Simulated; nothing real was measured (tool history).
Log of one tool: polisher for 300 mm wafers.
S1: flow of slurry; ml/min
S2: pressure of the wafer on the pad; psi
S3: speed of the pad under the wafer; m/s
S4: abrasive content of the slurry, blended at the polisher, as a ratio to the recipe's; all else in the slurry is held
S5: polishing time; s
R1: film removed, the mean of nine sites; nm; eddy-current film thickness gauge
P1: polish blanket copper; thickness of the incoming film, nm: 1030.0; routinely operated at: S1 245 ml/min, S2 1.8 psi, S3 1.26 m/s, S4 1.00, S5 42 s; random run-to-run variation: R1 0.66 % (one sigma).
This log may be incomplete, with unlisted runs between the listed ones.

run   hour   S1   S2    S3    S4  S5       R1
  1    6.9  245  1.8  1.26  1.00  42  104.240
  2   19.1  245  1.8  0.90  1.00  42   73.880
  3   27.1  245  1.8  1.94  1.00  42  159.680
  4   37.8  245  1.8  1.26  1.00  42  103.730
  5   43.8  245  1.8  1.26  1.00  42  103.650
  6   51.9  245  1.8  1.26  1.50  42  111.940
  7   64.9  245  2.7  1.26  1.00  42  156.220
  8   75.8  245  1.8  1.26  1.00  22   54.168
  9   82.1  245  1.8  1.26  1.00  42  104.760
      85.7  -- slurry nozzle cleaned
 10   89.9  245  0.8  1.26  1.00  42   46.231
 11  102.0  145  1.8  1.26  1.00  42   97.846
 12  110.3  360  1.8  1.26  1.00  42  108.680
 13  120.9  145  1.8  1.26  0.65  42   87.834
 14  129.8  245  1.8  1.26  1.00  66  162.200
 15  139.1  180  1.3  1.26  1.00  42   72.761
 16  151.8  245  1.8  1.26  0.50  42   88.879
 17  157.9  245  1.8  1.26  1.00  42  104.040
 18  167.9  245  1.8  1.26  1.00  42  103.560
 19  174.4  245  1.8  1.26  1.00  42  102.570
 20  185.4  245  1.8  1.26  1.00  42  100.070
 21  196.1  245  1.8  1.26  1.00  42   98.603
 22  204.7  245  1.8  1.26  1.00  42   99.120
 23  212.0  245  1.8  1.26  1.00  42   98.517
     219.5  -- head pressure recalibrated
 24  223.1  245  1.8  1.26  1.00  42   98.423
 25  228.9  245  1.8  1.26  1.00  42   97.544
     234.6  -- worn pad replaced by a new one
 26  236.3  245  1.8  1.26  1.00  42   98.291

Run 27, settings as shown, results not yet in. Your forecast:
 27  244.3  245  1.8  1.26  1.00  42   ?

Logged for run 27: R1 97.979 nm.
